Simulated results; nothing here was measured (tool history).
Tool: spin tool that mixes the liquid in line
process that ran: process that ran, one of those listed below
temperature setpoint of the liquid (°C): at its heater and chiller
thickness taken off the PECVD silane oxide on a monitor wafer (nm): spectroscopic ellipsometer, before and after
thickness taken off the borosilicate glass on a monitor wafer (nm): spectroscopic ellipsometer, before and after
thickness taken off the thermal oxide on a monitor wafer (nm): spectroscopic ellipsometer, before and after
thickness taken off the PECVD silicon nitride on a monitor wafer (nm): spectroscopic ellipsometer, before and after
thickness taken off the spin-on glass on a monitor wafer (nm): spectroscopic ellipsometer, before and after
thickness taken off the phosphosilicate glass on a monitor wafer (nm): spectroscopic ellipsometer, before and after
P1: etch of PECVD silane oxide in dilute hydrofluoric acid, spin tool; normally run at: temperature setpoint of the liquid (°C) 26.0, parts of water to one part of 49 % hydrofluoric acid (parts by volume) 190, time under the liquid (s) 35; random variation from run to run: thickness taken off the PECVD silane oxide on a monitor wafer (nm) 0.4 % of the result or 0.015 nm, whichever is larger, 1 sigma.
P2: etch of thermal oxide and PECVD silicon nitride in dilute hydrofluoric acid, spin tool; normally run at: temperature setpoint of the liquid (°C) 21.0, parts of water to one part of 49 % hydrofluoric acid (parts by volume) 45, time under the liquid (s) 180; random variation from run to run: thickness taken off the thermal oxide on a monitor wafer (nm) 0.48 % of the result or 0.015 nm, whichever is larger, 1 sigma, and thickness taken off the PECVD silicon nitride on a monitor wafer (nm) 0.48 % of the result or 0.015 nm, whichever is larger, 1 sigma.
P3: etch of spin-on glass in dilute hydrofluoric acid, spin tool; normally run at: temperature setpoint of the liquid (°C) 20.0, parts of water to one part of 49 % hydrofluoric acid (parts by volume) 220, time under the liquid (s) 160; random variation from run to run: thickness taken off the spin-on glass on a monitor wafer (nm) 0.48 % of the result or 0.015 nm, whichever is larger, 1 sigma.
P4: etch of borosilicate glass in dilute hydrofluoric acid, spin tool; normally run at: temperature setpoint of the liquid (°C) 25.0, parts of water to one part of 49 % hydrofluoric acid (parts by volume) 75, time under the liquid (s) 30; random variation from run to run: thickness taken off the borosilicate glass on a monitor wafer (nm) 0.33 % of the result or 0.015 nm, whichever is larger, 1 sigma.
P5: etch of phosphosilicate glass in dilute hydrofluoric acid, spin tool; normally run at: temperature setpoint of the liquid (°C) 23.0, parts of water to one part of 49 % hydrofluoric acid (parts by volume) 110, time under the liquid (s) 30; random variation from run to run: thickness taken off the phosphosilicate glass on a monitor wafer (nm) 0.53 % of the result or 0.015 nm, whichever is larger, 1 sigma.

run   hour  process that ran  temperature setpoint of the liquid (°C)  parts of water to one part of 49 % hydrofluoric acid (parts by volume)  time under the liquid (s)  thickness taken off the PECVD silane oxide on a monitor wafer (nm)  thickness taken off the borosilicate glass on a monitor wafer (nm)  thickness taken off the thermal oxide on a monitor wafer (nm)  thickness taken off the PECVD silicon nitride on a monitor wafer (nm)  thickness taken off the spin-on glass on a monitor wafer (nm)  thickness taken off the phosphosilicate glass on a monitor wafer (nm)
  1    7.9                P1                                     26.0                                                                     190                         35                                                              5.5935
  2   16.2                P1                                     26.0                                                                     190                         35                                                              5.5885
  3   26.0                P4                                     32.5                                                                      75                         30                                                                                                                                 22.5480
  4   32.0                P1                                     26.0                                                                     190                         15                                                              2.4170
  5   40.5                P2                                     21.0                                                                      45                        180                                                                                                                                                                                                 17.043                                                                 16.727
  6   49.6                P2                                     21.0                                                                      45                        180                                                                                                                                                                                                 17.152                                                                 16.790
  7   56.8                P3                                     20.0                                                                     220                         15                                                                                                                                                                                                                                                                                                                                       1.8653
  8   65.2                P1                                     20.0                                                                     190                         35                                                              4.4734
  9   77.8                P1                                     26.0                                                                     190                         65                                                             10.4540
 10   89.5                P2                                     17.0                                                                      45                        180                                                                                                                                                                                                 14.263                                                                 12.515
 11   96.2                P3                                     26.0                                                                     220                        160                                                                                                                                                                                                                                                                                                                                      24.9040
 12  105.4                P1                                     19.5                                                                     190                         60                                                              7.5120
 13  113.2                P1                                     26.0                                                                     190                         35                                                              5.5727
 14  122.2                P3                                     20.0                                                                     220                        160                                                                                                                                                                                                                                                                                                                                      19.9150
 15  128.4                P1                                     30.5                                                                     190                         35                                                              6.5201
 16  141.3                P4                                     25.0                                                                     125                         30                                                                                                                                  9.4354
 17  154.2                P5                                     19.0                                                                     110                         30                                                                                                                                                                                                                                                                                                                                                                                                             14.8690
 18  166.7                P2                                     21.0                                                                      45                        290                                                                                                                                                                                                 27.257                                                                 26.638
 19  176.6                P4                                     25.0                                                                      75                         30                                                                                                                                 16.7930
 20  189.7                P2                                     21.0                                                                      60                        180                                                                                                                                                                                                 12.464                                                                 12.537
 21  200.3                P1                                     26.0                                                                     115                         35                                                             10.1140
 22  208.5                P1                                     26.0                                                                     295                         35                                                              3.1728
 23  219.5                P3                                     20.0                                                                     350                        160                                                                                                                                                                                                                                                                                                                                      11.0190
     221.3  -- hydrofluoric acid flow meter replaced
 24  225.7                P1                                     26.0                                                                     190                         35                                                              5.5817
 25  234.0                P5                                     23.0                                                                     110                         30                                                                                                                                                                                                                                                                                                                                                                                                             17.4410
 26  240.5                P1                                     26.0                                                                     190                         35                                                              5.5991
 27  250.4                P1                                     26.0                                                                     190                         35                                                              5.6568
 28  263.6                P3                                     20.0                                                                     220                        160                                                                                                                                                                                                                                                                                                                                      19.9620
 29  271.6                P4                                     25.0                                                                      75                         15                                                                                                                                  8.4027
 30  282.2                P5                                     23.0                                                                     110                         15                                                                                                                                                                                                                                                                                                                                                                                                              8.6983
 31  295.2                P5                                     23.0                                                                      20                         30                                                                                                                                                                                                                                                                                                                                                                                                            107.3900
 32  304.5                P1                                     26.0                                                                     190                         35                                                              5.5981
 33  315.9                P1                                     26.0                                                                     190                         35                                                              5.6133
 34  323.7                P1                                     26.0                                                                     190                         35                                                              5.7063
 35  332.6                P1                                     26.0                                                                     190                         35                                                              5.7951
 36  340.5                P1                                     26.0                                                                     190                         35                                                              5.8086
 37  349.5                P1                                     26.0                                                                     190                         35                                                              5.8692
 38  357.4                P1                                     26.0                                                                     190                         35                                                              5.8979
 39  365.6                P1                                     26.0                                                                     190                         35                                                              5.8585

The next listed run, before its measurement:
 40  379.1                P1                                     26.0                                                                     190                         35                                                                   ?

thickness taken off the PECVD silane oxide on a monitor wafer (nm): 5.8910

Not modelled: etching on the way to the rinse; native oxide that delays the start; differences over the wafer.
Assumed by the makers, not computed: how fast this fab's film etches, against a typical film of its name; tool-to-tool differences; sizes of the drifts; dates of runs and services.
